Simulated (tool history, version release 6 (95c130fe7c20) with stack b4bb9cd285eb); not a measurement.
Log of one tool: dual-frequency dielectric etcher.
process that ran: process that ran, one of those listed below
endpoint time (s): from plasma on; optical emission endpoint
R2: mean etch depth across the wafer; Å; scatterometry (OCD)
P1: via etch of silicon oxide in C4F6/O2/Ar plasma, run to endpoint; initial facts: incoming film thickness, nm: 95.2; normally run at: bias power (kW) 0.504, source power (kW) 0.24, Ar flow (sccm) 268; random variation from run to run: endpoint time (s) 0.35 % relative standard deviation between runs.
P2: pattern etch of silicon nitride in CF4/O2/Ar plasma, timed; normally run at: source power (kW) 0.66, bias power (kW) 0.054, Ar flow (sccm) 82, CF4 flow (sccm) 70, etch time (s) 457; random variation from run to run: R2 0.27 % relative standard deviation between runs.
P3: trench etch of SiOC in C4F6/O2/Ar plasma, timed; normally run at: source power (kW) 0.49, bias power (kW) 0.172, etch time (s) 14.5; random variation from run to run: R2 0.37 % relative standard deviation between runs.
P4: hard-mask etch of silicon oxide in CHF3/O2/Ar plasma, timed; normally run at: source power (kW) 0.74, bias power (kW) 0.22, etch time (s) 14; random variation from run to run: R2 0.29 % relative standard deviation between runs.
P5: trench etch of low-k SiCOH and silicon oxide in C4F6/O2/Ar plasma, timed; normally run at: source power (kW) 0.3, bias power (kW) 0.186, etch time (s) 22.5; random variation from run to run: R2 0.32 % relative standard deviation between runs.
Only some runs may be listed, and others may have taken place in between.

Run 1, hour 10.5: process that ran P1, bias power (kW) 0.504, source power (kW) 0.24, Ar flow (sccm) 268. Result: endpoint time (s) 24.433.
Run 2, hour 20.7: process that ran P3, bias power (kW) 0.228, source power (kW) 0.49, etch time (s) 14.5. Result: R2 339.28 Å.
Run 3, hour 28.2: process that ran P2, bias power (kW) 0.054, source power (kW) 0.84, Ar flow (sccm) 82, etch time (s) 457, CF4 flow (sccm) 70. Result: R2 13196 Å.
Run 4, hour 36.1: process that ran P5, bias power (kW) 0.186, source power (kW) 0.41, etch time (s) 22.5. Result: R2 695.52 Å.
Run 5, hour 45.6: process that ran P4, bias power (kW) 0.144, source power (kW) 0.74, etch time (s) 14. Result: R2 284.74 Å.
Run 6, hour 54.8: process that ran P1, bias power (kW) 0.633, source power (kW) 0.24, Ar flow (sccm) 268. Result: endpoint time (s) 22.437.
Run 7, hour 66.5: process that ran P1, bias power (kW) 0.504, source power (kW) 0.15, Ar flow (sccm) 268. Result: endpoint time (s) 28.876.
Run 8, hour 77.9: process that ran P1, bias power (kW) 0.504, source power (kW) 0.24, Ar flow (sccm) 268. Result: endpoint time (s) 24.349.
Run 9, hour 84.6: process that ran P5, bias power (kW) 0.186, source power (kW) 0.3, etch time (s) 22.5. Result: R2 614.75 Å.
Run 10, hour 94.2: process that ran P2, bias power (kW) 0.054, source power (kW) 0.66, Ar flow (sccm) 82, etch time (s) 457, CF4 flow (sccm) 70. Result: R2 10703 Å.
Run 11, hour 103.9: process that ran P1, bias power (kW) 0.504, source power (kW) 0.24, Ar flow (sccm) 358. Result: endpoint time (s) 25.272.
Run 12, hour 114: process that ran P2, bias power (kW) 0.054, source power (kW) 0.66, Ar flow (sccm) 82, etch time (s) 457, CF4 flow (sccm) 99. Result: R2 11198 Å.
Run 13, hour 120.6: process that ran P3, bias power (kW) 0.172, source power (kW) 0.6, etch time (s) 14.5. Result: R2 338.02 Å.
Run 14, hour 129.4: process that ran P1, bias power (kW) 0.324, source power (kW) 0.24, Ar flow (sccm) 268. Result: endpoint time (s) 28.758.
Run 15, hour 139.8: process that ran P2, bias power (kW) 0.054, source power (kW) 0.66, Ar flow (sccm) 82, etch time (s) 260, CF4 flow (sccm) 70. Result: R2 6110.5 Å.
Run 16, hour 151.3: process that ran P4, bias power (kW) 0.22, source power (kW) 0.74, etch time (s) 14. Result: R2 329.68 Å.
Run 17, hour 156.7: process that ran P1, bias power (kW) 0.504, source power (kW) 0.32, Ar flow (sccm) 343. Result: endpoint time (s) 22.687.
Run 18, hour 165.4: process that ran P5, bias power (kW) 0.113, source power (kW) 0.3, etch time (s) 22.5. Result: R2 530.65 Å.
Run 19, hour 173: process that ran P3, bias power (kW) 0.172, source power (kW) 0.49, etch time (s) 21. Result: R2 450.67 Å.
Run 20, hour 179.9: process that ran P2, bias power (kW) 0.054, source power (kW) 0.66, Ar flow (sccm) 108, etch time (s) 457, CF4 flow (sccm) 70. Result: R2 10300 Å.
Run 21, hour 186.4: process that ran P4, bias power (kW) 0.22, source power (kW) 0.96, etch time (s) 14. Result: R2 362.09 Å.
Run 22, hour 194.6: process that ran P1, bias power (kW) 0.504, source power (kW) 0.29, Ar flow (sccm) 268. Result: endpoint time (s) 22.888.
Run 23, hour 204.3: process that ran P2, bias power (kW) 0.054, source power (kW) 0.66, Ar flow (sccm) 82, etch time (s) 457, CF4 flow (sccm) 70. Result: R2 10699 Å.
At hour 211.6: wet clean of the chamber.
Run 24, hour 215.9: process that ran P1, bias power (kW) 0.504, source power (kW) 0.24, Ar flow (sccm) 268. Result: endpoint time (s) 24.534.
Run 25, hour 222: process that ran P2, bias power (kW) 0.071, source power (kW) 0.66, Ar flow (sccm) 82, etch time (s) 457, CF4 flow (sccm) 70. Result: R2 11967 Å.
Run 26, hour 231.2: process that ran P5, bias power (kW) 0.186, source power (kW) 0.3, etch time (s) 17.5. Result: R2 479.73 Å.
Run 27, hour 238.3: process that ran P3, bias power (kW) 0.172, source power (kW) 0.49, etch time (s) 14.5. Result: R2 311.22 Å.
Run 28, hour 247.7: process that ran P1, bias power (kW) 0.504, source power (kW) 0.24, Ar flow (sccm) 268. Result: endpoint time (s) 24.449.
Run 29, hour 257.4: process that ran P1, bias power (kW) 0.361, source power (kW) 0.24, Ar flow (sccm) 212. Result: endpoint time (s) 27.056.
Run 30, hour 262.8: process that ran P1, bias power (kW) 0.504, source power (kW) 0.28, Ar flow (sccm) 348. Result: endpoint time (s) 23.661.
Run 31, hour 271.8: process that ran P4, bias power (kW) 0.22, source power (kW) 0.74, etch time (s) 10.5. Result: R2 246.21 Å.
Run 32, hour 280.7: process that ran P1, bias power (kW) 0.504, source power (kW) 0.24, Ar flow (sccm) 268. Result: endpoint time (s) 24.569.
Run 33, hour 286.2: process that ran P1, bias power (kW) 0.504, source power (kW) 0.24, Ar flow (sccm) 210. Result: endpoint time (s) 23.947.
Run 34, hour 292.5: process that ran P4, bias power (kW) 0.22, source power (kW) 0.74, etch time (s) 14. Result: R2 327.29 Å.
Run 35, hour 300.9: process that ran P1, bias power (kW) 0.504, source power (kW) 0.24, Ar flow (sccm) 268. Result: endpoint time (s) 24.558.
Run 36, hour 310.7: process that ran P1, bias power (kW) 0.504, source power (kW) 0.24, Ar flow (sccm) 268. Result: endpoint time (s) 24.68.
Run 37, hour 318.3: process that ran P1, bias power (kW) 0.504, source power (kW) 0.24, Ar flow (sccm) 268. Result: endpoint time (s) 24.67.
Run 38, hour 328.6: process that ran P1, bias power (kW) 0.504, source power (kW) 0.24, Ar flow (sccm) 268. Result: endpoint time (s) 24.929.
Run 39, hour 335.3: process that ran P1, bias power (kW) 0.504, source power (kW) 0.24, Ar flow (sccm) 268. Result: endpoint time (s) 24.802.
At hour 337.5: wet clean of the chamber.
Run 40, hour 347.1: process that ran P1, bias power (kW) 0.504, source power (kW) 0.24, Ar flow (sccm) 268. Result: endpoint time (s) 24.797.
Run 41, hour 353.9: process that ran P1, bias power (kW) 0.504, source power (kW) 0.24, Ar flow (sccm) 268. Result: endpoint time (s) 24.807.
Run 42, hour 359: process that ran P1, bias power (kW) 0.504, source power (kW) 0.24, Ar flow (sccm) 268. Result: endpoint time (s) 24.886.
Run 43, hour 369.6: process that ran P1, bias power (kW) 0.504, source power (kW) 0.24, Ar flow (sccm) 268. Result: endpoint time (s) 25.032.
Run 44, hour 376.1: process that ran P1, bias power (kW) 0.504, source power (kW) 0.24, Ar flow (sccm) 268. Result: endpoint time (s) 24.887.

P1 no longer gives what it gave before; its output has crept away from where it was. The following 2 causes, each at its listed size, fit the log equally well:
A: source power that arrives under what is set, % = 4.61
B: bias power that arrives under what is set, % = 4.42
The process output started creeping at around hour 300.9.
Each remaining cause and why it is not a fit:
chamber walls in a state that lowers the etch rate, %: serviced after onset, at hour 337.5, with no recovery of the prior output
Ar flow that arrives over what is set, %: at its largest 8, which would move endpoint time (s) by +0.9 %, too little to match the creep or of the wrong sign

The check runs listed below each take one wafer, and their results are still question marks. Under which run would the listed causes lead to clearly different results?
Run check 1, hour 382.6: process that ran P5, bias power (kW) 0.186, source power (kW) 0.3, etch time (s) 22.5. Result: R2 ?.
Run check 2, hour 382.6: process that ran P3, bias power (kW) 0.172, source power (kW) 0.49, etch time (s) 14.5. Result: R2 ?.
Run check 3, hour 382.6: process that ran P2, bias power (kW) 0.054, source power (kW) 0.66, Ar flow (sccm) 82, etch time (s) 457, CF4 flow (sccm) 70. Result: R2 ?.
Run check 4, hour 382.6: process that ran P4, bias power (kW) 0.22, source power (kW) 0.74, etch time (s) 14. Result: R2 ?.

Check results expected under each cause:
  check  result    if A    if B
check 1      R2  606.21   608.4
check 2      R2  304.29   305.7
check 3      R2   10284   10533
check 4      R2  322.25  323.03
Minimum pairwise separation of causes per check, each pair taken at its best-separating result: check 1 0.36 %; check 2 0.46 %; check 3 2.39 %; check 4 0.24 %
Check 3 tells the causes apart: in the others they would give nearly the same result.

After running check 3, the following was obtained: R2 10546 Å. Which cause does this point to?

The cause is B: bias power that arrives under what is set, %.
